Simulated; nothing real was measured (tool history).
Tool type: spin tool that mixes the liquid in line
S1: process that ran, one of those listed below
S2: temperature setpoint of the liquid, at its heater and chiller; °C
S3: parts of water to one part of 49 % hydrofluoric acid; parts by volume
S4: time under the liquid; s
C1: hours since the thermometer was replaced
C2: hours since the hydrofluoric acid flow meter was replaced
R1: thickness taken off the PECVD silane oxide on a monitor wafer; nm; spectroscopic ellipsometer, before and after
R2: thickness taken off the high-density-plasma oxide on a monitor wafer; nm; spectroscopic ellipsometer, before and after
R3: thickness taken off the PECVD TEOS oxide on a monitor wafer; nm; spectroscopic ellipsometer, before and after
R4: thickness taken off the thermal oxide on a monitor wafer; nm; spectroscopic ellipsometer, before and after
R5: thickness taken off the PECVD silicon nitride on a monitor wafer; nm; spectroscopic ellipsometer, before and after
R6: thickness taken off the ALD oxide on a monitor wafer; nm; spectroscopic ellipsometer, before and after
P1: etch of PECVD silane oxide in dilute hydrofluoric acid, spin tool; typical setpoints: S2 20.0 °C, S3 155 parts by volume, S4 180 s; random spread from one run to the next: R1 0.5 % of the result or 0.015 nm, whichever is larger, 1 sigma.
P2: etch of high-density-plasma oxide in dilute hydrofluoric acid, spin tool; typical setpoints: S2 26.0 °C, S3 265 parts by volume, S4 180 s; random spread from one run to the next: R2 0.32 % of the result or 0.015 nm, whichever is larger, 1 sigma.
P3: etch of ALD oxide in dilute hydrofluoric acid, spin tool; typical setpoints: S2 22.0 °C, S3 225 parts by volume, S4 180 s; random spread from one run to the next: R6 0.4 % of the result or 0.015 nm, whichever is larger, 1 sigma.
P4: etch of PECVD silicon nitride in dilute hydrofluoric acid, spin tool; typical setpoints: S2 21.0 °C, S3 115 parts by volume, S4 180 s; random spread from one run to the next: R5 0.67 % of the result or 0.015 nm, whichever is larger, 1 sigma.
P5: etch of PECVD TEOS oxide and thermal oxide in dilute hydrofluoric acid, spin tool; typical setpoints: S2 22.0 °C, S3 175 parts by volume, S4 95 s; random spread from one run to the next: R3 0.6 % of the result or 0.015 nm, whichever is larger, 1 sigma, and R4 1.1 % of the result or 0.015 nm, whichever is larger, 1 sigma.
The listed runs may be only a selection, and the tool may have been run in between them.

run 1 hour=9.6 | S1=P1 S2=20.0 S3=155 S4=180 | C1=465.9 C2=1220.8 | R1=20.8660
run 2 hour=14.4 | S1=P1 S2=20.0 S3=45 S4=180 | C1=470.7 C2=1225.6 | R1=81.0660
run 3 hour=25.0 | S1=P2 S2=26.0 S3=265 S4=275 | C1=481.3 C2=1236.2 | R2=9.4571
run 4 hour=35.9 | S1=P5 S2=22.0 S3=175 S4=45 | C1=492.2 C2=1247.1 | R3=1.8899 R4=1.0518
run 5 hour=45.8 | S1=P1 S2=20.0 S3=155 S4=75 | C1=502.1 C2=1257.0 | R1=8.6829
run 6 hour=54.4 | S1=P1 S2=24.0 S3=35 S4=180 | C1=510.7 C2=1265.6 | R1=125.7400
run 7 hour=61.5 | S1=P4 S2=25.5 S3=115 S4=180 | C1=517.8 C2=1272.7 | R5=4.68780
run 8 hour=71.0 | S1=P1 S2=28.0 S3=155 S4=295 | C1=527.3 C2=1282.2 | R1=46.1990
run 9 hour=79.6 | S1=P3 S2=22.0 S3=225 S4=25 | C1=535.9 C2=1290.8 | R6=1.6719
run 10 hour=85.3 | S1=P1 S2=20.0 S3=270 S4=180 | C1=541.6 C2=1296.5 | R1=10.6930
run 11 hour=93.5 | S1=P4 S2=21.0 S3=200 S4=180 | C1=549.8 C2=1304.7 | R5=2.04410
run 12 hour=99.8 | S1=P1 S2=20.0 S3=155 S4=180 | C1=556.1 C2=1311.0 | R1=20.8320
run 13 hour=109.7 | S1=P3 S2=22.0 S3=225 S4=180 | C1=566.0 C2=1320.9 | R6=12.0440
run 14 hour=117.8 | S1=P1 S2=20.0 S3=155 S4=340 | C1=574.1 C2=1329.0 | R1=39.2080
run 15 hour=125.5 | S1=P2 S2=26.0 S3=60 S4=180 | C1=581.8 C2=1336.7 | R2=35.1190
run 16 hour=134.8 | S1=P4 S2=21.0 S3=115 S4=180 | C1=591.1 C2=1346.0 | R5=3.44290
run 17 hour=144.8 | S1=P3 S2=17.0 S3=225 S4=180 | C1=601.1 C2=1356.0 | R6=9.9875
run 18 hour=149.9 | S1=P5 S2=22.0 S3=175 S4=95 | C1=606.2 C2=1361.1 | R3=3.9952 R4=2.1855
run 19 hour=158.4 | S1=P5 S2=17.0 S3=175 S4=95 | C1=614.7 C2=1369.6 | R3=3.2554 R4=1.8116
run 20 hour=163.7 | S1=P1 S2=20.0 S3=155 S4=180 | C1=620.0 C2=1374.9 | R1=20.8370
run 21 hour=170.0 | S1=P3 S2=22.0 S3=90 S4=180 | C1=626.3 C2=1381.2 | R6=34.9210
run 22 hour=178.2 | S1=P5 S2=22.0 S3=305 S4=95 | C1=634.5 C2=1389.4 | R3=1.9925 R4=1.1165
run 23 hour=188.4 | S1=P4 S2=21.0 S3=115 S4=35 | C1=644.7 C2=1399.6 | R5=0.67024
run 24 hour=197.8 | S1=P2 S2=26.0 S3=265 S4=180 | C1=654.1 C2=1409.0 | R2=6.1755
run 25 hour=205.4 | S1=P1 S2=17.0 S3=155 S4=180 | C1=661.7 C2=1416.6 | R1=18.2960
run 26 hour=210.3 | S1=P1 S2=25.5 S3=155 S4=180 | C1=666.6 C2=1421.5 | R1=25.8340
run 27 hour=219.7 | S1=P5 S2=22.0 S3=175 S4=95 | C1=676.0 C2=1430.9 | R3=3.9734 R4=2.1950
run 28 hour=224.5 | S1=P1 S2=20.0 S3=155 S4=180 | C1=680.8 C2=1435.7 | R1=20.9740
run 29 hour=230.1 | S1=P2 S2=33.0 S3=265 S4=180 | C1=686.4 C2=1441.3 | R2=7.8419
run 30 hour=235.9 | S1=P1 S2=20.0 S3=155 S4=180 | C1=692.2 C2=1447.1 | R1=20.8200
run 31 hour=244.6 | S1=P1 S2=20.0 S3=155 S4=180 | C1=700.9 C2=1455.8 | R1=21.0540
run 32 hour=252.6 | S1=P1 S2=20.0 S3=155 S4=180 | C1=708.9 C2=1463.8 | R1=20.9770
run 33 hour=258.8 | S1=P1 S2=20.0 S3=155 S4=180 | C1=715.1 C2=1470.0 | R1=20.5180
run 34 hour=265.5 | S1=P1 S2=20.0 S3=155 S4=180 | C1=721.8 C2=1476.7 | R1=19.8550
run 35 hour=276.2 | S1=P1 S2=20.0 S3=155 S4=180 | C1=732.5 C2=1487.4 | R1=19.7110
run 36 hour=284.4 | S1=P1 S2=20.0 S3=155 S4=180 | C1=740.7 C2=1495.6 | R1=19.3710
run 37 hour=292.1 | S1=P1 S2=20.0 S3=155 S4=180 | C1=748.4 C2=1503.3 | R1=19.6080
run 38 hour=298.9 | S1=P1 S2=20.0 S3=155 S4=180 | C1=755.2 C2=1510.1 | R1=19.4190
run 39 hour=308.4 | S1=P1 S2=20.0 S3=155 S4=180 | C1=764.7 C2=1519.6 | R1=19.2570
run 40 hour=313.5 | S1=P1 S2=20.0 S3=155 S4=180 | C1=769.8 C2=1524.7 | R1=19.4070
run 41 hour=321.0 | S1=P1 S2=20.0 S3=155 S4=180 | C1=777.3 C2=1532.2 | R1=19.4580

The log shows P1 creeping away from where it was. Any of the 2 causes listed here, at the size stated for it, fits the log just as well as the others:
A: liquid colder than its thermometer reads (K) = 1.87
B: hydrofluoric acid flow below the setpoint (%) = 6.22
The drift started at roughly hour 252.6.

You are offered 4 check runs, listed below with question marks in place of their results; each one averages 5 wafers. Which run separates the listed causes by giving clearly different results for each?
run check 1 hour=328.5 | S1=P5 S2=22.0 S3=300 S4=50 | R3=? R4=?
run check 2 hour=328.5 | S1=P3 S2=18.5 S3=225 S4=180 | R6=?
run check 3 hour=328.5 | S1=P2 S2=26.0 S3=80 S4=180 | R2=?
run check 4 hour=328.5 | S1=P4 S2=21.0 S3=115 S4=50 | R5=?

How each check would come out, cause by cause:
check=check_1 result=R3 if_A=1.00560 if_B=0.99035
check=check_1 result=R4 if_A=0.55700 if_B=0.54858
check=check_2 result=R6 if_A=9.7961 if_B=9.7496
check=check_3 result=R2 if_A=23.7140 if_B=23.7910
check=check_4 result=R5 if_A=0.84967 if_B=0.90550
How far apart the two closest causes lie, in the result that separates them most: check 1 1.52 %; check 2 0.48 %; check 3 0.32 %; check 4 6.36 %
The other checks would show nearly matching results whichever cause is true, so check 4 is the only one that separates the causes.

After running check 4, the following was obtained: R5 0.90504 nm. Which cause does this point to?

Of the candidate causes, it is B: hydrofluoric acid flow below the setpoint (%).
